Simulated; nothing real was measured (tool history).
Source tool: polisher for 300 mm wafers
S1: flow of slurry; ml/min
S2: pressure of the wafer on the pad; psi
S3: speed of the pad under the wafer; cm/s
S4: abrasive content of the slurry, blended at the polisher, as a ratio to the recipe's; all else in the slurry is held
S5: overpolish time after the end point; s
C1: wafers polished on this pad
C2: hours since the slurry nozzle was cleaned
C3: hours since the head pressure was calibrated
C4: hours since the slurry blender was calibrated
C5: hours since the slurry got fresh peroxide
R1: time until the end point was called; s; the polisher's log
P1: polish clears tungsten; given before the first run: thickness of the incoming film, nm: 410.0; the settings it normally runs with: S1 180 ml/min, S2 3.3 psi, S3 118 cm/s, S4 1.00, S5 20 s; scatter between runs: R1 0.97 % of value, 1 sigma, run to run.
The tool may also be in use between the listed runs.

run    day   S1   S2   S3    S4  S5    C1     C2     C3     C4     C5       R1
  1  0.392  180  3.3  118  1.00  20   386  407.9  407.1   94.5  134.5   74.604
     0.817  -- slurry blender recalibrated
  2  0.821  110  3.3  118  1.00  20   448  418.2  417.4    0.1  144.8   80.670
  3  1.329  180  3.3  118  1.00   6   523  430.4  429.6   12.3  157.0   74.314
  4  1.683  180  1.7  118  1.00  20   574  438.9  438.1   20.8  165.5  146.140
  5  1.971  180  3.3  118  1.00  39   616  445.8  445.0   27.7  172.4   76.116
  6  2.279  180  3.3  118  1.00  20   661  453.2  452.4   35.1  179.8   74.572
     2.346  -- head pressure recalibrated
  7  2.862  180  3.3  118  0.60  20   747  467.2   12.4   49.1  193.8   85.566
  8  3.204  180  4.9  118  1.00  20   797  475.4   20.6   57.3  202.0   51.786
  9  3.521  180  3.3  118  1.00  20   843  483.0   28.2   64.9  209.6   75.960
 10  4.088  180  3.3  118  1.00  20   926  496.6   41.8   78.5  223.2   75.628
 11  4.438  180  3.3  118  1.45  20   977  505.0   50.2   86.9  231.6   68.698
 12  4.908  180  3.3  118  1.00  20  1045  516.3   61.5   98.2  242.9   74.194
 13  5.500  230  3.3  118  1.00  20  1132  530.5   75.7  112.4  257.1   71.285
 14  6.092  180  2.2  118  1.00  36  1218  544.7   89.9  126.6  271.3  111.950
 15  6.479  180  3.3  164  1.00  20  1275  554.0   99.2  135.9  280.6   53.563
 16  6.992  180  3.3   54  1.00  20  1350  566.3  111.5  148.2  292.9  167.380
 17  7.550  180  3.3  118  1.00  20  1431  579.7  124.9  161.6  306.3   75.223
 18  7.817  180  3.3  118  1.00  20  1470  586.1  131.3  168.0  312.7   77.812
 19  8.117  180  3.3  118  1.00  20  1514  593.3  138.5  175.2  319.9   78.324

Estimate the outcome of run 20 from the log above:
     8.408  -- head pressure recalibrated
     8.525  -- slurry blender recalibrated
 20  8.700  180  3.3  118  1.00  20  1599  607.3  7.0  4.2  333.9   ?

For run 20 the tool returned R1 80.740 s.

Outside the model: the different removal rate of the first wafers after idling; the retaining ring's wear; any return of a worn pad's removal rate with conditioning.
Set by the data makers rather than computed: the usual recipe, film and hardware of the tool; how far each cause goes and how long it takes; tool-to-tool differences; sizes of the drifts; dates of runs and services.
